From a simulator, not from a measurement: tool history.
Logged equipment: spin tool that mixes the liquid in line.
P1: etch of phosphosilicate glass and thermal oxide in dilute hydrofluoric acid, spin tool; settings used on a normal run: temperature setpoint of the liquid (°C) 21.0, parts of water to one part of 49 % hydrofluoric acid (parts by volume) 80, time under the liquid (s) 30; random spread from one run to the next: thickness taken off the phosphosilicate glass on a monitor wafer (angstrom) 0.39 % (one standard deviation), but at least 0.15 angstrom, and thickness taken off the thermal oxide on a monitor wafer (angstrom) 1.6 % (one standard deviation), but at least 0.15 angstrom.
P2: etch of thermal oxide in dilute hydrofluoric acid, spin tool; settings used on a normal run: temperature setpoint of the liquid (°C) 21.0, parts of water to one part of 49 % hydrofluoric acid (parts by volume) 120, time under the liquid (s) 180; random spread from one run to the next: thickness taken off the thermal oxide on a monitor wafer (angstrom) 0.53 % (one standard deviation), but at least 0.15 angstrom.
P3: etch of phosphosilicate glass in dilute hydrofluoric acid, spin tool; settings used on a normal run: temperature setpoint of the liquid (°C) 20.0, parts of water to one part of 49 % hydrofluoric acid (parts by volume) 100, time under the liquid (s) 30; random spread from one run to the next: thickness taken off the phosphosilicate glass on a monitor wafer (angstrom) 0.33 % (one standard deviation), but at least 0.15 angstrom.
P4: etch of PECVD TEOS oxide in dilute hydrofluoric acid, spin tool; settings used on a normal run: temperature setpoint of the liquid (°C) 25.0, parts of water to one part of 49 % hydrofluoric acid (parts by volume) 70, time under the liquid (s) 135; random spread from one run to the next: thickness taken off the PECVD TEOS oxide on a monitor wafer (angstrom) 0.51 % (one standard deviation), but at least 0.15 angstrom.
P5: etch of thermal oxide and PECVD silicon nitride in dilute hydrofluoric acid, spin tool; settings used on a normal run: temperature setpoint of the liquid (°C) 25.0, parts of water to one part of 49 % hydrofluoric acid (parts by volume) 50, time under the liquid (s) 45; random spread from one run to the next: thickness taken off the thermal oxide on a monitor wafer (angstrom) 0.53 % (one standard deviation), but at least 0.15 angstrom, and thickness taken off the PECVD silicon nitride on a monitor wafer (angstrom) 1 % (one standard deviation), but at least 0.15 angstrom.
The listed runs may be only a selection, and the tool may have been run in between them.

run,hour,process that ran,temperature setpoint of the liquid (°C),parts of water to one part of 49 % hydrofluoric acid (parts by volume),time under the liquid (s),hours since the thermometer was replaced,hours since the hydrofluoric acid flow meter was replaced,thickness taken off the phosphosilicate glass on a monitor wafer (angstrom),thickness taken off the thermal oxide on a monitor wafer (angstrom),thickness taken off the PECVD silicon nitride on a monitor wafer (angstrom),thickness taken off the PECVD TEOS oxide on a monitor wafer (angstrom)
1,15.3,P1,21.0,80,30,1181.2,262.8,445.08,16.3080,,
2,24.0,P1,17.5,80,30,1189.9,271.5,382.92,14.2080,,
3,41.4,P2,21.0,120,180,1207.3,288.9,,61.1610,,
4,58.3,P2,21.0,170,180,1224.2,305.8,,40.8940,,
5,75.5,P5,25.0,20,45,1241.4,323.0,,118.0000,50.250,
6,83.3,P1,21.0,80,65,1249.2,330.8,958.51,34.8180,,
7,96.0,P5,25.0,50,45,1261.9,343.5,,44.7350,20.380,
8,111.7,P1,21.0,20,15,1277.6,359.2,960.76,35.5230,,
9,121.5,P1,25.0,80,30,1287.4,369.0,522.38,19.1610,,
10,133.2,P1,21.0,80,15,1299.1,380.7,222.32,7.8862,,
# hour 141.0: hydrofluoric acid flow meter replaced
11,143.3,P2,21.0,120,20,1309.2,2.3,,6.5670,,
12,157.8,P3,17.0,100,30,1323.7,16.8,163.50,,,
13,168.5,P1,21.0,45,30,1334.4,27.5,823.45,30.0380,,
14,178.3,P2,17.0,120,180,1344.2,37.3,,52.4810,,
15,189.0,P1,17.0,80,15,1354.9,48.0,187.51,7.0210,,
16,197.7,P3,20.0,100,30,1363.6,56.7,185.28,,,
17,210.1,P1,21.0,115,30,1376.0,69.1,297.11,10.6350,,
18,222.7,P3,20.0,100,60,1388.6,81.7,372.40,,,
19,236.5,P5,33.0,50,45,1402.4,95.5,,61.9090,34.912,
20,254.3,P5,25.0,50,80,1420.2,113.3,,79.5200,36.336,
21,267.9,P4,29.5,70,135,1433.8,126.9,,,,206.040
22,282.5,P4,25.0,70,25,1448.4,141.5,,,,32.169
23,299.3,P1,21.0,80,30,1465.2,158.3,445.26,15.9450,,
24,316.0,P1,21.0,80,30,1481.9,175.0,442.77,15.9680,,
25,332.2,P3,20.0,20,30,1498.1,191.2,1020.30,,,
26,350.0,P4,25.0,45,135,1515.9,209.0,,,,276.310
27,360.0,P4,25.0,70,135,1525.9,219.0,,,,172.200
28,373.8,P1,21.0,80,30,1539.7,232.8,441.56,15.8200,,
29,388.1,P1,21.0,80,30,1554.0,247.1,444.07,16.0140,,
30,397.5,P1,21.0,80,30,1563.4,256.5,443.22,16.3540,,
31,406.0,P1,21.0,80,30,1571.9,265.0,438.04,15.6470,,
32,416.4,P1,21.0,80,30,1582.3,275.4,427.23,16.1120,,
33,431.3,P1,21.0,80,30,1597.2,290.3,418.78,14.6510,,
34,442.1,P1,21.0,80,30,1608.0,301.1,414.84,15.4360,,
35,453.5,P1,21.0,80,30,1619.4,312.5,413.04,15.3360,,
36,466.6,P1,21.0,80,30,1632.5,325.6,412.05,15.3810,,
37,484.6,P1,21.0,80,30,1650.5,343.6,406.90,14.8300,,
38,496.2,P1,21.0,80,30,1662.1,355.2,408.36,14.7170,,
39,503.9,P1,21.0,80,30,1669.8,362.9,407.10,14.5710,,
40,520.6,P1,21.0,80,30,1686.5,379.6,407.25,14.4270,,
41,532.2,P1,21.0,80,30,1698.1,391.2,403.33,14.8330,,

P1 has crept away from where it was. The log is fitted equally well by each of these 2 causes, at the sizes shown:
A: liquid colder than its thermometer reads (K) = 2.2
B: hydrofluoric acid flow below the setpoint (%) = 8.01
The gradual shift began around hour 397.5.

Consider the 4 check runs below, whose results appear as question marks and each of which averages 2 wafers. Which one distinguishes the causes, in that each cause would give it a clearly different result?
check 1,543.8,P5,30.0,30,45,,,,?,?,
check 2,543.8,P2,17.0,160,180,,,,?,,
check 3,543.8,P4,28.0,70,135,,,,,,?
check 4,543.8,P3,17.0,100,30,,,?,,,

What every check run would give for each of its results, assuming each possible cause in turn:
check,result,if A,if B
check 1,thickness taken off the thermal oxide on a monitor wafer (angstrom),86.3450,86.4520
check 1,thickness taken off the PECVD silicon nitride on a monitor wafer (angstrom),41.032,43.717
check 2,thickness taken off the thermal oxide on a monitor wafer (angstrom),34.3020,34.0950
check 3,thickness taken off the PECVD TEOS oxide on a monitor wafer (angstrom),178.760,177.840
check 4,thickness taken off the phosphosilicate glass on a monitor wafer (angstrom),149.05,149.23
How far apart the two closest causes lie, in the result that separates them most: check 1 6.34 %; check 2 0.6 %; check 3 0.52 %; check 4 0.12 %
Of the check runs offered, only check 1 discriminates between the causes; the rest would read about the same regardless of which cause applies.

Check 1 was carried out, with these results: thickness taken off the thermal oxide on a monitor wafer (angstrom) 86.4160; thickness taken off the PECVD silicon nitride on a monitor wafer (angstrom) 41.079. Which of the listed causes is responsible?

The correct cause is A, namely: liquid colder than its thermometer reads (K).

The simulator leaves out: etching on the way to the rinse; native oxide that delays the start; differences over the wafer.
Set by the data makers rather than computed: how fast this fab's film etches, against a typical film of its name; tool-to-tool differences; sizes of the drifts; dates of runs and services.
